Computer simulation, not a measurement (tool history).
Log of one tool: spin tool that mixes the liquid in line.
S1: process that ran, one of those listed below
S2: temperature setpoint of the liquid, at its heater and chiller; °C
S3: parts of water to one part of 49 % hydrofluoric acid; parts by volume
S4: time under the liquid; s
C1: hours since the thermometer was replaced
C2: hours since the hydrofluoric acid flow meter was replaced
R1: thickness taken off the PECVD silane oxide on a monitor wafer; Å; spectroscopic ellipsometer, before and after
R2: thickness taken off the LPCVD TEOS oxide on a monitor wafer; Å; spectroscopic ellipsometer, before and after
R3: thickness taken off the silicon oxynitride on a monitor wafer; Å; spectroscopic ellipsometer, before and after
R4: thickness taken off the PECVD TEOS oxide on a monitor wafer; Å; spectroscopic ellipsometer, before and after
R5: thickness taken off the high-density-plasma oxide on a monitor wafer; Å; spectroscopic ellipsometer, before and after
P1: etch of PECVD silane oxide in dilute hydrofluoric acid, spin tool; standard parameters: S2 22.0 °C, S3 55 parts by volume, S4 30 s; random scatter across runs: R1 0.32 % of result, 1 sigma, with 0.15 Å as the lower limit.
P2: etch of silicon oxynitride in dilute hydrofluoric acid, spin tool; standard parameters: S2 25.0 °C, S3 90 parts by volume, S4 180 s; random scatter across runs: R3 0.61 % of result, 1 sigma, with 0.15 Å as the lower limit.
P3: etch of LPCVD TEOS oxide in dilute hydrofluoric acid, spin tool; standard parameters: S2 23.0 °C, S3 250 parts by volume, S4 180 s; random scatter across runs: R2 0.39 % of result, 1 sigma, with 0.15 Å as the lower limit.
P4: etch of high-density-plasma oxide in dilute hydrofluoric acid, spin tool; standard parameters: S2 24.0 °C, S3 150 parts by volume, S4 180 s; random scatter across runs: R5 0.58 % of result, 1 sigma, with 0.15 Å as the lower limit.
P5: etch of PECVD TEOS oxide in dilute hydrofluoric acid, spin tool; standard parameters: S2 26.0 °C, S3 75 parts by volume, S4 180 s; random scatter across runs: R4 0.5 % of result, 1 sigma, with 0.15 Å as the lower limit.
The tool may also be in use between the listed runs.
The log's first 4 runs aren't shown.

run	hour	S1	S2	S3	S4	C1	C2	R1	R2	R3	R4	R5
5	19.2	P3	23.0	250	180	1278.5	504.3		140.710			
6	21.4	P5	26.0	75	180	1280.7	506.5				412.71	
7	23.5	P1	22.0	20	30	1282.8	508.6	772.79				
8	27.3	P2	25.0	145	180	1286.6	512.4			20.092		
9	30.3	P5	26.0	75	260	1289.6	515.4				588.86	
10	33.6	P4	17.0	150	180	1292.9	518.7					44.320
11	35.8	P4	24.0	150	285	1295.1	520.9					92.513
12	38.4	P1	22.0	100	30	1297.7	523.5	140.39				
13	42.2	P3	23.0	420	180	1301.5	527.3		72.463			
14	46.4	P3	23.0	250	345	1305.7	531.5		272.300			
15	48.7	P1	22.0	55	30	1308.0	533.8	267.17				
16	52.6	P1	27.5	20	30	1311.9	537.7	974.86				
17	56.3	P5	26.0	25	180	1315.6	541.4				1334.80	
18	59.6	P2	25.0	90	60	1318.9	544.7			11.421		
19	63.5	P1	22.0	55	30	1322.8	548.6	269.18				
20	67.5	P4	24.0	150	180	1326.8	552.6					58.759
21	71.5	P5	32.5	75	180	1330.8	556.6				528.07	
22	74.9	P1	26.5	55	30	1334.2	560.0	323.39				
23	78.5	P1	22.0	55	15	1337.8	563.6	134.34				
24	80.9	P4	24.0	65	180	1340.2	566.0					150.000
25	83.5	P1	17.5	55	30	1342.8	568.6	221.97				

What will run 26 give?
26	87.3	P1	26.5	100	30	1346.6	572.4	?				

Run 26 measured R1 167.04 Å.

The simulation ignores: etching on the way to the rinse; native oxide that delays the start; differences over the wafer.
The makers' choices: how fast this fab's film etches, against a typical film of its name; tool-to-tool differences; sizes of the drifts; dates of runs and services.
